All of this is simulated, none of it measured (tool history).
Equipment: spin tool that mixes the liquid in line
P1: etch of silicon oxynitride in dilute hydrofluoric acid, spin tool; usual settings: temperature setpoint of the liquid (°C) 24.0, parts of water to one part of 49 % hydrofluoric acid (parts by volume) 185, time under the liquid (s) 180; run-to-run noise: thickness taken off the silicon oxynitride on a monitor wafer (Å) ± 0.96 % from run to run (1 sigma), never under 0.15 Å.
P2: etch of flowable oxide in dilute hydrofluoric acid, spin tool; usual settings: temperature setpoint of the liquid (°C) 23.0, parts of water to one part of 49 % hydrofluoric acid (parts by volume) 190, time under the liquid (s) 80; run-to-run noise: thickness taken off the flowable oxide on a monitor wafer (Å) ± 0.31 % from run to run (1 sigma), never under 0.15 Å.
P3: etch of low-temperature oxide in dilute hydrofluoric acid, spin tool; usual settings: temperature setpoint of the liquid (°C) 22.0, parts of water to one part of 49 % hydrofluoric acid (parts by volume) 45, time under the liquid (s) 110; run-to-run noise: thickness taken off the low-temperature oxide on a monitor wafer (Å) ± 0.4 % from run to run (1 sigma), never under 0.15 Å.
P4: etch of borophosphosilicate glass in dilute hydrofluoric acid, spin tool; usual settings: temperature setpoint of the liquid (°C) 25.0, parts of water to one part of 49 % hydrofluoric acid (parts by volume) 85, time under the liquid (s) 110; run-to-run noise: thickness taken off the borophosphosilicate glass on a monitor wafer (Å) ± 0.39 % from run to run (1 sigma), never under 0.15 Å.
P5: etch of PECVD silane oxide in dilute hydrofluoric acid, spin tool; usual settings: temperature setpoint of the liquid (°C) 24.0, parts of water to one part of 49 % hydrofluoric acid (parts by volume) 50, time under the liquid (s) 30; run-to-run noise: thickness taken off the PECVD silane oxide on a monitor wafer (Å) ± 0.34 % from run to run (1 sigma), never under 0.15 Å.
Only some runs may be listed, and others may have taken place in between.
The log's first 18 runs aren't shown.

run,hour,process that ran,temperature setpoint of the liquid (°C),parts of water to one part of 49 % hydrofluoric acid (parts by volume),time under the liquid (s),hours since the thermometer was replaced,hours since the hydrofluoric acid flow meter was replaced,thickness taken off the silicon oxynitride on a monitor wafer (Å),thickness taken off the PECVD silane oxide on a monitor wafer (Å),thickness taken off the low-temperature oxide on a monitor wafer (Å),thickness taken off the borophosphosilicate glass on a monitor wafer (Å),thickness taken off the flowable oxide on a monitor wafer (Å)
19,150.9,P3,22.0,20,110,103.7,1030.8,,,797.93,,
20,156.1,P4,25.0,85,15,108.9,1036.0,,,,48.973,
21,165.4,P1,19.0,185,180,118.2,1045.3,22.7380,,,,
22,170.9,P2,23.0,340,80,123.7,1050.8,,,,,106.200
23,177.8,P3,22.0,45,40,130.6,1057.7,,,125.51,,
24,183.0,P1,24.0,185,355,135.8,1062.9,56.3190,,,,
25,192.5,P1,24.0,185,180,145.3,1072.4,28.2000,,,,
26,200.6,P1,24.0,185,35,153.4,1080.5,5.4990,,,,
27,206.5,P4,25.0,85,110,159.3,1086.4,,,,357.560,
28,211.3,P2,31.0,190,80,164.1,1091.2,,,,,291.750
29,218.9,P4,17.5,85,110,171.7,1098.8,,,,265.830,
30,228.7,P2,23.0,190,20,181.5,1108.6,,,,,55.208
31,233.4,P1,24.0,185,180,186.2,1113.3,28.3100,,,,
32,242.5,P1,24.0,185,180,195.3,1122.4,27.4590,,,,
33,252.1,P1,24.0,185,180,204.9,1132.0,26.8910,,,,
34,261.5,P1,24.0,185,180,214.3,1141.4,27.0870,,,,
35,271.2,P1,24.0,185,180,224.0,1151.1,26.5760,,,,
36,277.2,P1,24.0,185,180,230.0,1157.1,27.0440,,,,

What will run 37 give?
37,286.2,P1,24.0,185,180,239.0,1166.1,?,,,,

{"run 37": {"thickness taken off the silicon oxynitride on a monitor wafer (Å)": 26.803}}
